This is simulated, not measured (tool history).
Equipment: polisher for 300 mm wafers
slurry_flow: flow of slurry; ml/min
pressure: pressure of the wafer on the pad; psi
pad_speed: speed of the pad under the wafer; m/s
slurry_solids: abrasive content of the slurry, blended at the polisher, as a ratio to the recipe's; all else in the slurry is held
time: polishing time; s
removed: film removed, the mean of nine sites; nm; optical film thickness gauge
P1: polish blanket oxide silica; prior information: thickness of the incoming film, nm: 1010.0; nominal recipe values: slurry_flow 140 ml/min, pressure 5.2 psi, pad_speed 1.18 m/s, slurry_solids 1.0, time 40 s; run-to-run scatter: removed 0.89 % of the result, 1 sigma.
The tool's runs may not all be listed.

run,hour,slurry_flow,pressure,pad_speed,slurry_solids,time,wafers polished on this pad,hours since the slurry nozzle was cleaned,hours since the head pressure was calibrated,hours since the slurry blender was calibrated,hours since the conditioning disc was replaced,removed
1,7.8,140,5.2,1.18,1.0,40,330,153.7,823.5,83.3,219.4,188.570
2,16.7,85,5.2,1.18,1.0,40,425,162.6,832.4,92.2,228.3,171.590
3,21.9,140,6.8,1.18,1.0,40,480,167.8,837.6,97.4,233.5,248.910
4,27.5,215,5.2,1.18,1.0,40,539,173.4,843.2,103.0,239.1,202.530
5,36.4,140,5.2,1.18,0.5,40,633,182.3,852.1,111.9,248.0,132.260
6,45.4,140,3.8,1.18,1.0,24,728,191.3,861.1,120.9,257.0,82.727
7,49.7,140,2.4,1.18,1.0,61,774,195.6,865.4,125.2,261.3,133.790
8,56.4,140,5.2,1.88,1.0,40,845,202.3,872.1,131.9,268.0,278.240
9,64.2,140,5.2,0.54,1.0,40,927,210.1,879.9,139.7,275.8,101.780
10,68.9,140,5.2,1.18,1.0,40,977,214.8,884.6,144.4,280.5,189.750
# hour 70.3: slurry blender recalibrated
11,73.6,140,2.9,1.18,1.0,40,1027,219.5,889.3,3.4,285.2,107.290
12,83.0,140,5.2,1.18,1.5,40,1126,228.9,898.7,12.8,294.6,224.590
13,88.0,140,5.2,1.18,1.0,40,1179,233.9,903.7,17.8,299.6,189.900
14,95.9,140,6.7,1.18,1.0,53,1263,241.8,911.6,25.7,307.5,326.710
15,102.4,140,5.2,1.18,1.0,51,1331,248.3,918.1,32.2,314.0,241.870
16,111.9,140,5.2,1.18,1.0,40,1432,257.8,927.6,41.7,323.5,192.990

Predict the results of run 17:
17,116.5,140,5.2,1.18,1.0,21,1481,262.4,932.2,46.3,328.1,?

removed: 99.684 nm
